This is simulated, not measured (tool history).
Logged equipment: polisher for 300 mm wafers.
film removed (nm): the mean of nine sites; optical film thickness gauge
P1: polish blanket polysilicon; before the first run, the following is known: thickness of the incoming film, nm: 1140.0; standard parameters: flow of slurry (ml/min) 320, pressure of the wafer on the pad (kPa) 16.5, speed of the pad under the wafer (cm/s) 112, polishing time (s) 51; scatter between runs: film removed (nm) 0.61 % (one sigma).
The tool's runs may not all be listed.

run	day	flow of slurry (ml/min)	pressure of the wafer on the pad (kPa)	speed of the pad under the wafer (cm/s)	polishing time (s)	film removed (nm)
1	0.504	320	16.5	112	51	384.63
2	0.933	320	16.5	112	81	596.26
3	1.308	190	16.5	112	51	363.45
4	1.683	320	16.5	112	25	187.87
5	2.062	320	16.5	112	51	385.13
6	2.479	320	16.5	164	51	557.64
7	2.788	400	16.5	60	51	207.44
8	3.038	320	16.5	112	51	378.87
9	3.512	320	16.5	112	51	380.02
10	3.971	320	12.4	112	51	287.30
11	4.492	320	16.5	112	51	379.73
12	5.004	320	16.5	56	51	191.34
13	5.479	320	25.5	112	51	584.02
14	5.779	470	16.5	112	51	395.60
15	6.225	475	23.4	112	51	556.53
16	6.562	320	16.5	112	51	381.56
17	7.083	320	16.5	112	51	383.86
18	7.467	320	16.5	112	51	371.02
19	7.767	320	16.5	112	51	368.12
20	8.012	320	16.5	112	51	367.01
# day 8.267: head pressure recalibrated
21	8.350	320	16.5	112	51	362.43
22	8.708	320	16.5	112	51	364.26
23	9.054	320	16.5	112	51	364.85
24	9.312	320	16.5	112	51	362.92

What P1 gives has crept off from where it sat before. The 2 causes that follow fit the log equally well, each at the size noted:
A: removal rate lost through wear of the pad, % = 5.03
B: slurry flow missing at the pad, % = 38.1
Onset of the creep was near day 7.083.
The rest of the possible causes, and what rules out each one:
head's pressure below its setpoint, %: work on it at day 8.267, done after the drift set in, did not restore what the process gave before

Which of the check runs below tells the causes apart, meaning the causes would give it clearly different results? Each run uses 2 wafers whose results are averaged, and each result is shown as a question mark.
check 1	9.571	190	23.4	112	51	?
check 2	9.571	390	16.5	112	51	?
check 3	9.571	390	16.5	156	51	?
check 4	9.571	320	16.5	154	51	?

What every check run would give for each of its results, assuming each possible cause in turn:
check	result	if A	if B
check 1	film removed (nm)	485.58	470.14
check 2	film removed (nm)	368.51	371.84
check 3	film removed (nm)	513.29	517.92
check 4	film removed (nm)	499.04	499.09
Distance between the nearest two causes, measured in the result of the check that separates them most: check 1 3.23 %; check 2 0.9 %; check 3 0.9 %; check 4 0.01 %
Of the check runs offered, only check 1 discriminates between the causes; the rest would read about the same regardless of which cause applies.

After running check 1, the following was obtained: film removed (nm) 483.73. Which cause does this point to?

It was cause A: removal rate lost through wear of the pad, %.

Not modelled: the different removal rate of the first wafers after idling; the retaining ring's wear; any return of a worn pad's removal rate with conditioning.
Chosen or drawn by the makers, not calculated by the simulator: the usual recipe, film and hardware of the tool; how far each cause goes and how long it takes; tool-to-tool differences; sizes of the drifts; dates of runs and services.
